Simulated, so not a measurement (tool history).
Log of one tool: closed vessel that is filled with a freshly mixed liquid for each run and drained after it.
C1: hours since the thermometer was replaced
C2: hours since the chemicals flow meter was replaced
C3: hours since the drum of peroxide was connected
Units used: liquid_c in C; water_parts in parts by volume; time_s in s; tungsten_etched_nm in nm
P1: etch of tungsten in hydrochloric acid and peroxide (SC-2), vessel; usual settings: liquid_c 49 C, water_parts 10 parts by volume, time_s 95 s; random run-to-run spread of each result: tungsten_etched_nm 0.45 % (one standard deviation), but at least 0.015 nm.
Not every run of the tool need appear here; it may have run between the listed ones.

{"run": 1, "hour": 9.4, "liquid_c": 49, "water_parts": 10, "time_s": 95, "C1": 1158, "C2": 1408.2, "C3": 263.5, "tungsten_etched_nm": 17.883}
{"run": 2, "hour": 20.8, "liquid_c": 49, "water_parts": 10, "time_s": 180, "C1": 1169.4, "C2": 1419.6, "C3": 274.9, "tungsten_etched_nm": 34.12}
{"run": 3, "hour": 36.7, "liquid_c": 49, "water_parts": 10, "time_s": 95, "C1": 1185.3, "C2": 1435.5, "C3": 290.8, "tungsten_etched_nm": 17.838}
{"run": 4, "hour": 49.5, "liquid_c": 63.5, "water_parts": 14.5, "time_s": 95, "C1": 1198.1, "C2": 1448.3, "C3": 303.6, "tungsten_etched_nm": 33.139}
{"run": 5, "hour": 61.7, "liquid_c": 35, "water_parts": 10, "time_s": 95, "C1": 1210.3, "C2": 1460.5, "C3": 315.8, "tungsten_etched_nm": 6.6669}
{"run": 6, "hour": 78.6, "liquid_c": 49, "water_parts": 10, "time_s": 95, "C1": 1227.2, "C2": 1477.4, "C3": 332.7, "tungsten_etched_nm": 18.002}
{"run": 7, "hour": 97.3, "liquid_c": 49, "water_parts": 15.5, "time_s": 95, "C1": 1245.9, "C2": 1496.1, "C3": 351.4, "tungsten_etched_nm": 12.369}
{"run": 8, "hour": 106.4, "liquid_c": 49, "water_parts": 10, "time_s": 95, "C1": 1255, "C2": 1505.2, "C3": 360.5, "tungsten_etched_nm": 17.957}
{"run": 9, "hour": 124.3, "liquid_c": 64, "water_parts": 10, "time_s": 95, "C1": 1272.9, "C2": 1523.1, "C3": 378.4, "tungsten_etched_nm": 47.171}
{"run": 10, "hour": 135.2, "liquid_c": 49, "water_parts": 10, "time_s": 30, "C1": 1283.8, "C2": 1534, "C3": 389.3, "tungsten_etched_nm": 5.6965}
{"run": 11, "hour": 152.7, "liquid_c": 49, "water_parts": 4, "time_s": 95, "C1": 1301.3, "C2": 1551.5, "C3": 406.8, "tungsten_etched_nm": 35.69}
{"run": 12, "hour": 163.0, "liquid_c": 49, "water_parts": 10, "time_s": 95, "C1": 1311.6, "C2": 1561.8, "C3": 417.1, "tungsten_etched_nm": 17.846}
{"run": 13, "hour": 174.9, "liquid_c": 49, "water_parts": 10, "time_s": 95, "C1": 1323.5, "C2": 1573.7, "C3": 429, "tungsten_etched_nm": 18.572}
{"run": 14, "hour": 188.2, "liquid_c": 49, "water_parts": 10, "time_s": 95, "C1": 1336.8, "C2": 1587, "C3": 442.3, "tungsten_etched_nm": 18.814}
{"run": 15, "hour": 200.9, "liquid_c": 49, "water_parts": 10, "time_s": 95, "C1": 1349.5, "C2": 1599.7, "C3": 455, "tungsten_etched_nm": 19.018}
{"run": 16, "hour": 216.5, "liquid_c": 49, "water_parts": 10, "time_s": 95, "C1": 1365.1, "C2": 1615.3, "C3": 470.6, "tungsten_etched_nm": 19.109}
{"run": 17, "hour": 228.5, "liquid_c": 49, "water_parts": 10, "time_s": 95, "C1": 1377.1, "C2": 1627.3, "C3": 482.6, "tungsten_etched_nm": 19.108}
{"run": 18, "hour": 240.8, "liquid_c": 49, "water_parts": 10, "time_s": 95, "C1": 1389.4, "C2": 1639.6, "C3": 494.9, "tungsten_etched_nm": 19.153}
{"run": 19, "hour": 250.8, "liquid_c": 49, "water_parts": 10, "time_s": 95, "C1": 1399.4, "C2": 1649.6, "C3": 504.9, "tungsten_etched_nm": 19.405}
{"run": 20, "hour": 270.1, "liquid_c": 49, "water_parts": 10, "time_s": 95, "C1": 1418.7, "C2": 1668.9, "C3": 524.2, "tungsten_etched_nm": 19.297}

Something has made what P1 gives creep away from where it was; the 2 causes below, each at its own stated size, fit the log equally well:
A: liquid hotter than its thermometer reads (K) = 1.06
B: chemicals flow above the setpoint (%) = 8.87
The creep began at about hour 163.
Each remaining cause and why it is not a fit:
peroxide weaker than its label (%): 8 at the very most, moving tungsten_etched_nm by -7.4 %, which is either too weak or the wrong sign

The 4 check runs listed below each average the results of 3 wafers, and their outcomes are marked with question marks. Under which run would the listed causes produce clearly different results?
{"run": "check 1", "hour": 289.4, "liquid_c": 62, "water_parts": 10, "time_s": 30, "tungsten_etched_nm": "?"}
{"run": "check 2", "hour": 289.4, "liquid_c": 49, "water_parts": 13, "time_s": 165, "tungsten_etched_nm": "?"}
{"run": "check 3", "hour": 289.4, "liquid_c": 49, "water_parts": 10, "time_s": 30, "tungsten_etched_nm": "?"}
{"run": "check 4", "hour": 289.4, "liquid_c": 36.5, "water_parts": 4, "time_s": 95, "tungsten_etched_nm": "?"}

What each check would give under each cause:
check=check_1 result=tungsten_etched_nm if_A=14.012 if_B=14.08
check=check_2 result=tungsten_etched_nm if_A=26.804 if_B=26.866
check=check_3 result=tungsten_etched_nm if_A=6.0917 if_B=6.0884
check=check_4 result=tungsten_etched_nm if_A=16.218 if_B=15.883
How far apart the two closest causes lie, in the result that separates them most: check 1 0.48 %; check 2 0.23 %; check 3 0.05 %; check 4 2.08 %
Check 4 distinguishes between the causes, while the remaining checks would return nearly the same result for all of them.

With check 4 done, the readings were: tungsten_etched_nm 15.925 nm. Identify which of the listed causes applies.

B is the cause: chemicals flow above the setpoint (%).
